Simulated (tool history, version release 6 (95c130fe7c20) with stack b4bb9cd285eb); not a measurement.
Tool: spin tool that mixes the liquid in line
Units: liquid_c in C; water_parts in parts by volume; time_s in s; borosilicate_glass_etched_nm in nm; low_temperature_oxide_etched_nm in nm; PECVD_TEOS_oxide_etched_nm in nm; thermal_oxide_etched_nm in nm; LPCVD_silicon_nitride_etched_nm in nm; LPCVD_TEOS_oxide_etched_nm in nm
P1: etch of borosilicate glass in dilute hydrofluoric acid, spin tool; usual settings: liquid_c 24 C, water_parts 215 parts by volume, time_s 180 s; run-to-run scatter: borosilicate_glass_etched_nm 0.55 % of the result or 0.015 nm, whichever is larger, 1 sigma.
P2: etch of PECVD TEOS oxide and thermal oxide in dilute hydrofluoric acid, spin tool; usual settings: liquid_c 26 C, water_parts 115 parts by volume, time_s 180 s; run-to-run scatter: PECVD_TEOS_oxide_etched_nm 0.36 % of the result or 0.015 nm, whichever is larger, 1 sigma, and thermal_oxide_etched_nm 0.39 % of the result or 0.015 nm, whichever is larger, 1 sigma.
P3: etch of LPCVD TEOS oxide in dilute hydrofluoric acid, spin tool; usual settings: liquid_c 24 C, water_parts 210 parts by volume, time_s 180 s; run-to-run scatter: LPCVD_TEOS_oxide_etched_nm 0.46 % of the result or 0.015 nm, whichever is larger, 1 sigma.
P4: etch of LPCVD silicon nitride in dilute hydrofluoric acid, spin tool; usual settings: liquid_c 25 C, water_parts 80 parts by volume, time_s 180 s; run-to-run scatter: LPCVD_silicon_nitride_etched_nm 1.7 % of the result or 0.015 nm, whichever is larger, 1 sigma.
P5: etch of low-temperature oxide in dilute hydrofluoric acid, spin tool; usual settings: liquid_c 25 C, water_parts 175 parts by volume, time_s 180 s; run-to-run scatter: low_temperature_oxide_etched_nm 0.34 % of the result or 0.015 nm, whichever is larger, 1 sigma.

run,hour,process,liquid_c,water_parts,time_s,hours since the thermometer was replaced,hours since the hydrofluoric acid flow meter was replaced,borosilicate_glass_etched_nm,low_temperature_oxide_etched_nm,PECVD_TEOS_oxide_etched_nm,thermal_oxide_etched_nm,LPCVD_silicon_nitride_etched_nm,LPCVD_TEOS_oxide_etched_nm
1,14.5,P1,24,215,180,387.3,781.4,19.677,,,,,
2,26.3,P1,24,115,180,399.1,793.2,41.77,,,,,
3,35,P5,25,175,180,407.8,801.9,,14.063,,,,
4,52.2,P2,26,115,180,425,819.1,,,24.334,7.3929,,
5,64.1,P1,30.5,215,180,436.9,831,24.872,,,,,
6,81.5,P2,31.5,115,180,454.3,848.4,,,29.7,9.1003,,
7,93.8,P1,29,110,180,466.6,860.7,52.485,,,,,
8,106,P4,25,40,180,478.8,872.9,,,,,2.6207,
9,118.8,P1,24,320,180,491.6,885.7,12.07,,,,,
10,129.9,P4,33,80,180,502.7,896.8,,,,,2.2318,
11,146.5,P2,26,115,15,519.3,913.4,,,2.012,0.60293,,
12,159.6,P3,24,210,180,532.4,926.5,,,,,,17.629
13,167.8,P1,24,215,180,540.6,934.7,19.794,,,,,
14,184.6,P1,24,215,180,557.4,951.5,19.723,,,,,
15,198,P5,18,175,180,570.8,964.9,,10.726,,,,
16,207.7,P5,25,275,180,580.5,974.6,,8.1369,,,,
17,218.1,P1,24,215,340,590.9,985,37.816,,,,,
18,227.9,P4,25,80,320,600.7,994.8,,,,,2.2845,
19,238.4,P3,24,210,310,611.2,1005.3,,,,,,30.573
20,255.7,P1,24,215,180,628.5,1022.6,19.765,,,,,
21,265.8,P1,24,215,180,638.6,1032.7,19.695,,,,,
22,280.8,P1,24,215,180,653.6,1047.7,19.855,,,,,
23,290.4,P5,25,175,345,663.2,1057.3,,27.044,,,,
24,298.5,P3,17,210,180,671.3,1065.4,,,,,,13.52
25,307.8,P2,26,175,180,680.6,1074.7,,,14.919,4.5318,,
26,318.3,P1,24,215,80,691.1,1085.2,8.8915,,,,,
27,328.1,P3,24,60,180,700.9,1095,,,,,,74.428
28,342.3,P1,17,215,180,715.1,1109.2,15.31,,,,,
29,359.4,P4,25,80,180,732.2,1126.3,,,,,1.3483,
30,371.2,P4,25,80,180,744,1138.1,,,,,1.3813,
31,388.6,P1,24,215,180,761.4,1155.5,19.814,,,,,
32,402,P1,24,215,180,774.8,1168.9,19.048,,,,,
33,413.3,P1,24,215,180,786.1,1180.2,18.894,,,,,
34,422.2,P1,24,215,180,795,1189.1,18.494,,,,,
35,437.6,P1,24,215,180,810.4,1204.5,18.303,,,,,
36,451.6,P1,24,215,180,824.4,1218.5,18.209,,,,,
37,466.7,P1,24,215,180,839.5,1233.6,18.18,,,,,
38,476.5,P1,24,215,180,849.3,1243.4,18.171,,,,,
39,487.1,P1,24,215,180,859.9,1254,17.997,,,,,
40,495.5,P1,24,215,180,868.3,1262.4,18.131,,,,,

What P1 gives has crept away from where it was. These 2 causes fit the log equally well, each at the size given:
A: liquid colder than its thermometer reads (K) = 2.43
B: hydrofluoric acid flow below the setpoint (%) = 7.05
The creep began at about hour 388.6.

4 check runs are offered, each on 3 wafers whose results are averaged, their results left as question marks. Which one tells the causes apart?
check 1,503.9,P4,31.5,80,180,,,,,,,?,
check 2,503.9,P3,20,210,305,,,,,,,,?
check 3,503.9,P2,26,160,55,,,,,?,?,,
check 4,503.9,P5,25,225,340,,,,?,,,,

What each check would give under each cause:
check,result,if A,if B
check 1,LPCVD_silicon_nitride_etched_nm,1.7271,1.8713
check 2,LPCVD_TEOS_oxide_etched_nm,23.485,23.629
check 3,PECVD_TEOS_oxide_etched_nm,4.6066,4.6258
check 3,thermal_oxide_etched_nm,1.4044,1.4103
check 4,low_temperature_oxide_etched_nm,17.919,17.872
How far apart the two closest causes lie, in the result that separates them most: check 1 8.02 %; check 2 0.61 %; check 3 0.41 %; check 4 0.26 %
Only check 1 tells the causes apart: in the others they would give nearly the same result.

Then check 1 was run and gave: LPCVD_silicon_nitride_etched_nm 1.754 nm. Which cause is it?

It is A: liquid colder than its thermometer reads (K).
